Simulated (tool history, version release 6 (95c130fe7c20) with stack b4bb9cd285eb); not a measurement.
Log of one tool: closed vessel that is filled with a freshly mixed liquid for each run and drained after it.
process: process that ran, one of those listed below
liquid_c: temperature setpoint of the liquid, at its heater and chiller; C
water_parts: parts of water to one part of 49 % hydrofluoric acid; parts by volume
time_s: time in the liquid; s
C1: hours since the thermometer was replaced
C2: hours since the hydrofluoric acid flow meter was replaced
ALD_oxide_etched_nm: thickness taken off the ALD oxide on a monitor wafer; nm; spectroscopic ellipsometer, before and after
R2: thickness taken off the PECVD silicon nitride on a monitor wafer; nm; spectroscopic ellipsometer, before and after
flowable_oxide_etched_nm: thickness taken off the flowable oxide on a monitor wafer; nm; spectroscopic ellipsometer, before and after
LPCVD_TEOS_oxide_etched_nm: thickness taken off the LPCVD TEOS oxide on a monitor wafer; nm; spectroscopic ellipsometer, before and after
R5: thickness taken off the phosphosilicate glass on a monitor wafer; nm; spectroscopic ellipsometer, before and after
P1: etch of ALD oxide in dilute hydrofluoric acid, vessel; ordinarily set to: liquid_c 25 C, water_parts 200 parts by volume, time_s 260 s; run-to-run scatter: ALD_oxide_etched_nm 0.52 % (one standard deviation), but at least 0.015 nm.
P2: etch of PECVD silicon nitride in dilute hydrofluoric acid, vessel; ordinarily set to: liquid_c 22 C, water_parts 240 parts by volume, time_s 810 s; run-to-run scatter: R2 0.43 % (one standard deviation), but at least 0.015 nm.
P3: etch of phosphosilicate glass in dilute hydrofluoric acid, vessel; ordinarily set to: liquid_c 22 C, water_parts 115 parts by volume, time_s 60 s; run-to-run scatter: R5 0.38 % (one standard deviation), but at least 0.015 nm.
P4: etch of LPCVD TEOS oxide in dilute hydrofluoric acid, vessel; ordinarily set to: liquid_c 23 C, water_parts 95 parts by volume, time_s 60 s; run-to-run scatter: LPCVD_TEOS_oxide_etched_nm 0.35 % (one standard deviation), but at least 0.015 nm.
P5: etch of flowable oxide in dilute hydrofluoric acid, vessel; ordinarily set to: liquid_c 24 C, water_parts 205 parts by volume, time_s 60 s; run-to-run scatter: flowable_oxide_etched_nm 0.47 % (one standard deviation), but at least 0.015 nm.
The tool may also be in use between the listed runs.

{"run": 1, "hour": 9.8, "process": "P1", "liquid_c": 25, "water_parts": 200, "time_s": 260, "C1": 1082.3, "C2": 1144.4, "ALD_oxide_etched_nm": 29.478}
{"run": 2, "hour": 15.3, "process": "P1", "liquid_c": 25, "water_parts": 70, "time_s": 260, "C1": 1087.8, "C2": 1149.9, "ALD_oxide_etched_nm": 99.027}
{"run": 3, "hour": 24.2, "process": "P2", "liquid_c": 22, "water_parts": 85, "time_s": 810, "C1": 1096.7, "C2": 1158.8, "R2": 18.215}
{"run": 4, "hour": 33.8, "process": "P5", "liquid_c": 24, "water_parts": 205, "time_s": 30, "C1": 1106.3, "C2": 1168.4, "flowable_oxide_etched_nm": 6.2854}
{"run": 5, "hour": 43.4, "process": "P4", "liquid_c": 30.5, "water_parts": 95, "time_s": 60, "C1": 1115.9, "C2": 1178, "LPCVD_TEOS_oxide_etched_nm": 20.556}
{"run": 6, "hour": 51.0, "process": "P4", "liquid_c": 23, "water_parts": 95, "time_s": 60, "C1": 1123.5, "C2": 1185.6, "LPCVD_TEOS_oxide_etched_nm": 15.296}
{"run": 7, "hour": 58.8, "process": "P1", "liquid_c": 25, "water_parts": 200, "time_s": 30, "C1": 1131.3, "C2": 1193.4, "ALD_oxide_etched_nm": 3.3777}
{"run": 8, "hour": 67.1, "process": "P4", "liquid_c": 23, "water_parts": 95, "time_s": 95, "C1": 1139.6, "C2": 1201.7, "LPCVD_TEOS_oxide_etched_nm": 24.296}
{"run": 9, "hour": 73.7, "process": "P1", "liquid_c": 25, "water_parts": 200, "time_s": 260, "C1": 1146.2, "C2": 1208.3, "ALD_oxide_etched_nm": 29.717}
{"run": 10, "hour": 84.0, "process": "P3", "liquid_c": 22, "water_parts": 115, "time_s": 60, "C1": 1156.5, "C2": 1218.6, "R5": 49.898}
{"run": 11, "hour": 92.3, "process": "P3", "liquid_c": 30.5, "water_parts": 115, "time_s": 60, "C1": 1164.8, "C2": 1226.9, "R5": 69.157}
{"run": 12, "hour": 101.6, "process": "P2", "liquid_c": 22, "water_parts": 240, "time_s": 810, "C1": 1174.1, "C2": 1236.2, "R2": 6.5663}
{"run": 13, "hour": 107.7, "process": "P3", "liquid_c": 22, "water_parts": 25, "time_s": 60, "C1": 1180.2, "C2": 1242.3, "R5": 256.22}
{"run": 14, "hour": 112.7, "process": "P5", "liquid_c": 17, "water_parts": 205, "time_s": 60, "C1": 1185.2, "C2": 1247.3, "flowable_oxide_etched_nm": 9.6206}
{"run": 15, "hour": 122.4, "process": "P1", "liquid_c": 25, "water_parts": 200, "time_s": 260, "C1": 1194.9, "C2": 1257, "ALD_oxide_etched_nm": 29.388}
{"run": 16, "hour": 128.0, "process": "P2", "liquid_c": 22, "water_parts": 240, "time_s": 1315, "C1": 1200.5, "C2": 1262.6, "R2": 10.645}
{"run": 17, "hour": 135.1, "process": "P1", "liquid_c": 25, "water_parts": 200, "time_s": 445, "C1": 1207.6, "C2": 1269.7, "ALD_oxide_etched_nm": 50.506}
{"run": 18, "hour": 140.2, "process": "P1", "liquid_c": 33, "water_parts": 200, "time_s": 260, "C1": 1212.7, "C2": 1274.8, "ALD_oxide_etched_nm": 38.794}
{"run": 19, "hour": 149.6, "process": "P4", "liquid_c": 23, "water_parts": 135, "time_s": 60, "C1": 1222.1, "C2": 1284.2, "LPCVD_TEOS_oxide_etched_nm": 10.352}
{"run": 20, "hour": 155.0, "process": "P1", "liquid_c": 25, "water_parts": 320, "time_s": 260, "C1": 1227.5, "C2": 1289.6, "ALD_oxide_etched_nm": 16.152}
{"run": 21, "hour": 163.0, "process": "P2", "liquid_c": 22, "water_parts": 240, "time_s": 810, "C1": 1235.5, "C2": 1297.6, "R2": 6.5359}
{"run": 22, "hour": 168.4, "process": "P5", "liquid_c": 24, "water_parts": 205, "time_s": 60, "C1": 1240.9, "C2": 1303, "flowable_oxide_etched_nm": 12.497}
{"run": 23, "hour": 177.2, "process": "P1", "liquid_c": 25, "water_parts": 200, "time_s": 260, "C1": 1249.7, "C2": 1311.8, "ALD_oxide_etched_nm": 29.521}
{"run": 24, "hour": 185.9, "process": "P2", "liquid_c": 29.5, "water_parts": 240, "time_s": 810, "C1": 1258.4, "C2": 1320.5, "R2": 10.422}
{"run": 25, "hour": 194.1, "process": "P3", "liquid_c": 22, "water_parts": 115, "time_s": 120, "C1": 1266.6, "C2": 1328.7, "R5": 99.504}
{"run": 26, "hour": 198.7, "process": "P1", "liquid_c": 18, "water_parts": 200, "time_s": 260, "C1": 1271.2, "C2": 1333.3, "ALD_oxide_etched_nm": 22.549}
{"run": 27, "hour": 205.1, "process": "P1", "liquid_c": 20.5, "water_parts": 200, "time_s": 60, "C1": 1277.6, "C2": 1339.7, "ALD_oxide_etched_nm": 5.7405}
{"run": 28, "hour": 215.0, "process": "P5", "liquid_c": 24, "water_parts": 360, "time_s": 60, "C1": 1287.5, "C2": 1349.6, "flowable_oxide_etched_nm": 6.1337}
{"run": 29, "hour": 222.4, "process": "P1", "liquid_c": 25, "water_parts": 200, "time_s": 260, "C1": 1294.9, "C2": 1357, "ALD_oxide_etched_nm": 29.444}
{"run": 30, "hour": 228.9, "process": "P1", "liquid_c": 25, "water_parts": 200, "time_s": 260, "C1": 1301.4, "C2": 1363.5, "ALD_oxide_etched_nm": 29.385}
{"run": 31, "hour": 234.6, "process": "P1", "liquid_c": 25, "water_parts": 200, "time_s": 260, "C1": 1307.1, "C2": 1369.2, "ALD_oxide_etched_nm": 28.278}
{"run": 32, "hour": 244.2, "process": "P1", "liquid_c": 25, "water_parts": 200, "time_s": 260, "C1": 1316.7, "C2": 1378.8, "ALD_oxide_etched_nm": 27.796}
{"run": 33, "hour": 249.9, "process": "P1", "liquid_c": 25, "water_parts": 200, "time_s": 260, "C1": 1322.4, "C2": 1384.5, "ALD_oxide_etched_nm": 27.564}
{"run": 34, "hour": 258.9, "process": "P1", "liquid_c": 25, "water_parts": 200, "time_s": 260, "C1": 1331.4, "C2": 1393.5, "ALD_oxide_etched_nm": 27.242}
{"run": 35, "hour": 263.5, "process": "P1", "liquid_c": 25, "water_parts": 200, "time_s": 260, "C1": 1336, "C2": 1398.1, "ALD_oxide_etched_nm": 27.081}
{"run": 36, "hour": 270.3, "process": "P1", "liquid_c": 25, "water_parts": 200, "time_s": 260, "C1": 1342.8, "C2": 1404.9, "ALD_oxide_etched_nm": 27.234}

P1 has crept away from where it was. The log is fitted equally well by each of these 2 causes, at the sizes shown:
A: hydrofluoric acid flow below the setpoint (%) = 6.59
B: liquid colder than its thermometer reads (K) = 2.26
The onset of the drift is placed at about hour 228.9.

Each of the 4 check runs below uses one wafer; its results are left as question marks. Which run tells the causes apart?
{"run": "check 1", "hour": 277.1, "process": "P5", "liquid_c": 17, "water_parts": 345, "time_s": 60, "flowable_oxide_etched_nm": "?"}
{"run": "check 2", "hour": 277.1, "process": "P3", "liquid_c": 28, "water_parts": 115, "time_s": 105, "R5": "?"}
{"run": "check 3", "hour": 277.1, "process": "P2", "liquid_c": 29, "water_parts": 120, "time_s": 810, "R2": "?"}
{"run": "check 4", "hour": 277.1, "process": "P4", "liquid_c": 30.5, "water_parts": 95, "time_s": 60, "LPCVD_TEOS_oxide_etched_nm": "?"}

How each check would come out, cause by cause:
check=check_1 result=flowable_oxide_etched_nm if_A=4.6306 if_B=4.643
check=check_2 result=R5 if_A=101.94 if_B=101.18
check=check_3 result=R2 if_A=19.013 if_B=17.652
check=check_4 result=LPCVD_TEOS_oxide_etched_nm if_A=18.992 if_B=18.844
Minimum pairwise separation of causes per check, each pair taken at its best-separating result: check 1 0.27 %; check 2 0.74 %; check 3 7.43 %; check 4 0.78 %
The other checks would show nearly matching results whichever cause is true, so check 3 is the only one that separates the causes.

Check 3 was carried out, with these results: R2 19.093 nm. Which of the listed causes is responsible?

The cause is A: hydrofluoric acid flow below the setpoint (%).
